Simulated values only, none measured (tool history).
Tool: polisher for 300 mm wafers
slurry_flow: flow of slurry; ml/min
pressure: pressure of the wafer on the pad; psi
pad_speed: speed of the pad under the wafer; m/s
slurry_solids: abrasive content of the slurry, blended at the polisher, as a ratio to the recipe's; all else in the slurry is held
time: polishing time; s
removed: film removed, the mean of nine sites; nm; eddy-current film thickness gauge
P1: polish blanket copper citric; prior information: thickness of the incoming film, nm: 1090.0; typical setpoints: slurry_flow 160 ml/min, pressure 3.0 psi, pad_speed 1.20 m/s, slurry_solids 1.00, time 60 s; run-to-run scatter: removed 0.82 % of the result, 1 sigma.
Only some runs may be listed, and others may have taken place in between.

| run | day | slurry_flow | pressure | pad_speed | slurry_solids | time | wafers polished on this pad | hours since the slurry nozzle was cleaned | hours since the head pressure was calibrated | hours since the slurry blender was calibrated | removed |
|---|---|---|---|---|---|---|---|---|---|---|---|
| 1 | 0.450 | 160 | 3.0 | 1.20 | 1.00 | 60 | 400 | 276.1 | 126.0 | 223.3 | 186.92 |
| 2 | 1.150 | 160 | 3.7 | 0.60 | 1.00 | 60 | 577 | 292.9 | 142.8 | 240.1 | 116.03 |
| 3 | 1.554 | 160 | 3.0 | 1.20 | 1.00 | 60 | 680 | 302.6 | 152.5 | 249.8 | 186.90 |
| 4 | 2.133 | 245 | 3.0 | 1.20 | 1.00 | 60 | 827 | 316.5 | 166.4 | 263.7 | 198.73 |
| 5 | 2.450 | 160 | 4.4 | 1.20 | 1.00 | 60 | 907 | 324.1 | 174.0 | 271.3 | 272.39 |
| 6 | 2.979 | 160 | 3.0 | 1.20 | 1.25 | 60 | 1041 | 336.8 | 186.7 | 284.0 | 194.85 |
| 7 | 3.462 | 160 | 3.0 | 1.74 | 1.00 | 60 | 1164 | 348.4 | 198.3 | 295.6 | 274.49 |
| 8 | 3.883 | 160 | 3.0 | 1.20 | 1.00 | 41 | 1270 | 358.5 | 208.4 | 305.7 | 127.43 |
| 9 | 4.588 | 160 | 3.0 | 1.20 | 1.00 | 83 | 1449 | 375.4 | 225.3 | 322.6 | 262.58 |
| 10 | 5.188 | 95 | 3.0 | 1.20 | 1.00 | 60 | 1601 | 389.8 | 239.7 | 337.0 | 169.25 |
| 11 | 5.762 | 160 | 3.0 | 1.20 | 1.00 | 60 | 1747 | 403.6 | 253.5 | 350.8 | 187.90 |
| 12 | 6.396 | 160 | 1.6 | 1.20 | 1.00 | 60 | 1907 | 418.8 | 268.7 | 366.0 | 100.99 |
| 13 | 6.783 | 160 | 3.0 | 1.20 | 1.00 | 60 | 2006 | 428.1 | 278.0 | 375.3 | 189.40 |
| 14 | 7.217 | 160 | 3.0 | 1.20 | 1.00 | 60 | 2115 | 438.5 | 288.4 | 385.7 | 187.00 |
| 15 | 7.771 | 160 | 3.0 | 1.20 | 0.50 | 60 | 2256 | 451.8 | 301.7 | 399.0 | 164.50 |
| 16 | 8.333 | 160 | 3.0 | 0.70 | 1.00 | 60 | 2399 | 465.3 | 315.2 | 412.5 | 110.55 |
| 17 | 8.817 | 160 | 3.0 | 1.20 | 1.00 | 60 | 2521 | 476.9 | 326.8 | 424.1 | 186.56 |
| 18 | 9.162 | 160 | 3.0 | 1.20 | 1.00 | 60 | 2609 | 485.2 | 335.1 | 432.4 | 181.87 |
| 19 | 9.562 | 160 | 3.0 | 1.20 | 1.00 | 60 | 2710 | 494.8 | 344.7 | 442.0 | 177.69 |
| 20 | 9.900 | 160 | 3.0 | 1.20 | 1.00 | 60 | 2796 | 502.9 | 352.8 | 450.1 | 178.68 |
| 21 | 10.550 | 160 | 3.0 | 1.20 | 1.00 | 60 | 2960 | 518.5 | 368.4 | 465.7 | 175.34 |
|  | 10.954 | worn pad replaced by a new one |
| 22 | 11.054 | 160 | 3.0 | 1.20 | 1.00 | 60 | 25 | 530.6 | 380.5 | 477.8 | 173.00 |
| 23 | 11.508 | 160 | 3.0 | 1.20 | 1.00 | 60 | 140 | 541.5 | 391.4 | 488.7 | 171.43 |
| 24 | 11.896 | 160 | 3.0 | 1.20 | 1.00 | 60 | 239 | 550.8 | 400.7 | 498.0 | 172.89 |
|  | 12.117 | slurry blender recalibrated |
| 25 | 12.438 | 160 | 3.0 | 1.20 | 1.00 | 60 | 376 | 563.8 | 413.7 | 7.8 | 173.43 |
| 26 | 13.029 | 160 | 3.0 | 1.20 | 1.00 | 60 | 526 | 578.0 | 427.9 | 22.0 | 172.87 |
| 27 | 13.625 | 160 | 3.0 | 1.20 | 1.00 | 60 | 677 | 592.3 | 442.2 | 36.3 | 173.89 |

What P1 gives has crept away from where it was. These 2 causes fit the log equally well, each at the size given:
A: head's pressure below its setpoint, % = 8.48
B: slurry flow missing at the pad, % = 35.1
Creep in the process output first set in at about day 8.817.
All other causes, with the reason each is excluded:
removal rate lost through wear of the pad, %: its service at day 10.954 followed the start of the drift and did not put the process back to its old value
abrasive missing from the slurry, %: its service at day 12.117 followed the start of the drift and did not put the process back to its old value

Each of the check runs listed below is run on 2 wafers and reports their average, with the results left as question marks. Pick the one under which the possible causes would lead to clearly different results.
| check 1 | 14.221 | 160 | 3.0 | 1.20 | 0.55 | 60 |  |  |  |  | ? |
| check 2 | 14.221 | 160 | 1.9 | 1.20 | 0.65 | 60 |  |  |  |  | ? |
| check 3 | 14.221 | 100 | 3.0 | 1.20 | 1.00 | 81 |  |  |  |  | ? |
| check 4 | 14.221 | 160 | 3.7 | 1.20 | 1.00 | 60 |  |  |  |  | ? |

If the cause were each of the candidates in turn, the checks would give the following:
| check | result | if A | if B |
|---|---|---|---|
| check 1 | removed | 152.18 | 152.20 |
| check 2 | removed | 100.93 | 100.85 |
| check 3 | removed | 211.19 | 202.08 |
| check 4 | removed | 211.47 | 211.58 |
Smallest distance between any two causes, each pair judged by its most separating result, in per cent: check 1 0.02 %; check 2 0.09 %; check 3 4.41 %; check 4 0.05 %
Of the check runs offered, only check 3 discriminates between the causes; the rest would read about the same regardless of which cause applies.

Then check 3 was run and gave: removed 210.06 nm. Which cause is it?

The correct cause is A, namely: head's pressure below its setpoint, %.

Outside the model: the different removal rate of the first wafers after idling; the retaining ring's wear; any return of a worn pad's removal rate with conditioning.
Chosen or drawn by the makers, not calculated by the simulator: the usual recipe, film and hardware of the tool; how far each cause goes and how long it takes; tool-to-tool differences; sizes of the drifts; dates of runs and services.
